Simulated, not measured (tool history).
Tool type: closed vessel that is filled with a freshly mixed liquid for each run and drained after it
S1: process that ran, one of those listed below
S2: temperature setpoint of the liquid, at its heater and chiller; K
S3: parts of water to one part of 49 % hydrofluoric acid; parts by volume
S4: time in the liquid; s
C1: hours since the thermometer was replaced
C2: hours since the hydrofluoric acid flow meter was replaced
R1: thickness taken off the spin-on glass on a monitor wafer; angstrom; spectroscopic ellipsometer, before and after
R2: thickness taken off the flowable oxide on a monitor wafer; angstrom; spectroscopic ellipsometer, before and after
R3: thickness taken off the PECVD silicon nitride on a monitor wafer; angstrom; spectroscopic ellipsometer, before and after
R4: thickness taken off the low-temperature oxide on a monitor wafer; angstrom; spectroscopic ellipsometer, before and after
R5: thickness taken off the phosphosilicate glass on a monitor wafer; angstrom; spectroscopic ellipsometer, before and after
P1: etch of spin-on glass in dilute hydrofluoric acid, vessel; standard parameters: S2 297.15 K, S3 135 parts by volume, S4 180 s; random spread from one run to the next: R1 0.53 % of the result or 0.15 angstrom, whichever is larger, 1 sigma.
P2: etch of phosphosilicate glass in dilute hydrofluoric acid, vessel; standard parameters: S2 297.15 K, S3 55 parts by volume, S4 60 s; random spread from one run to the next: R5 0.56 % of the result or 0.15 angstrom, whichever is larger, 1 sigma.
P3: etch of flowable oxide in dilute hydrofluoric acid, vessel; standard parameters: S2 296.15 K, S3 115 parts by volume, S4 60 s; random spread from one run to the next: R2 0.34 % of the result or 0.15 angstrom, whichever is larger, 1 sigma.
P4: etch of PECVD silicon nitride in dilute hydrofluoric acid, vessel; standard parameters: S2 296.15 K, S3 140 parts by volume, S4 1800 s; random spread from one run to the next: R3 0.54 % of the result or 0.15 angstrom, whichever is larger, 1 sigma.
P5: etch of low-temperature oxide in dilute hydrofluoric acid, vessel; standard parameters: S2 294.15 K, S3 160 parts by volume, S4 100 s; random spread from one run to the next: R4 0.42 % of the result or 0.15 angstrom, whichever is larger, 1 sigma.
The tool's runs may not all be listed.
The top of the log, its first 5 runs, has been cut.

run 6 hour=45.8 | S1=P1 S2=302.15 S3=135 S4=180 | C1=709.6 C2=558.6 | R1=541.46
run 7 hour=54.6 | S1=P1 S2=297.15 S3=135 S4=180 | C1=718.4 C2=567.4 | R1=448.66
run 8 hour=61 | S1=P1 S2=297.15 S3=135 S4=180 | C1=724.8 C2=573.8 | R1=448.16
run 9 hour=71.1 | S1=P4 S2=296.15 S3=140 S4=1800 | C1=734.9 C2=583.9 | R3=425.28
run 10 hour=81.2 | S1=P5 S2=294.15 S3=160 S4=100 | C1=745 C2=594 | R4=53.437
run 11 hour=89.2 | S1=P2 S2=297.15 S3=55 S4=105 | C1=753 C2=602 | R5=1827.9
run 12 hour=96.1 | S1=P1 S2=297.15 S3=210 S4=180 | C1=759.9 C2=608.9 | R1=268.84
run 13 hour=104 | S1=P2 S2=297.15 S3=20 S4=60 | C1=767.8 C2=616.8 | R5=3015.9
run 14 hour=114.2 | S1=P1 S2=297.15 S3=135 S4=45 | C1=778 C2=627 | R1=112.69
run 15 hour=119 | S1=P4 S2=296.15 S3=140 S4=1800 | C1=782.8 C2=631.8 | R3=428.82
run 16 hour=126.1 | S1=P2 S2=297.15 S3=55 S4=60 | C1=789.9 C2=638.9 | R5=1047.4
run 17 hour=135 | S1=P3 S2=301.65 S3=115 S4=60 | C1=798.8 C2=647.8 | R2=198.93
run 18 hour=144.2 | S1=P1 S2=297.15 S3=40 S4=180 | C1=808 C2=657 | R1=1692
run 19 hour=150.1 | S1=P3 S2=296.15 S3=115 S4=60 | C1=813.9 C2=662.9 | R2=161.07
run 20 hour=154.7 | S1=P1 S2=297.15 S3=135 S4=180 | C1=818.5 C2=667.5 | R1=446.66
run 21 hour=161.1 | S1=P1 S2=290.15 S3=135 S4=180 | C1=824.9 C2=673.9 | R1=341.15
run 22 hour=169.8 | S1=P3 S2=296.15 S3=115 S4=60 | C1=833.6 C2=682.6 | R2=161.08
run 23 hour=179.7 | S1=P5 S2=294.15 S3=160 S4=30 | C1=843.5 C2=692.5 | R4=15.801
run 24 hour=185 | S1=P5 S2=294.15 S3=75 S4=100 | C1=848.8 C2=697.8 | R4=125.97

Run 25 has not been measured yet. What should we expect?
run 25 hour=192.9 | S1=P1 S2=297.15 S3=210 S4=345 | C1=856.7 C2=705.7 | R1=?

Run 25 came out at R1 510.44 angstrom.

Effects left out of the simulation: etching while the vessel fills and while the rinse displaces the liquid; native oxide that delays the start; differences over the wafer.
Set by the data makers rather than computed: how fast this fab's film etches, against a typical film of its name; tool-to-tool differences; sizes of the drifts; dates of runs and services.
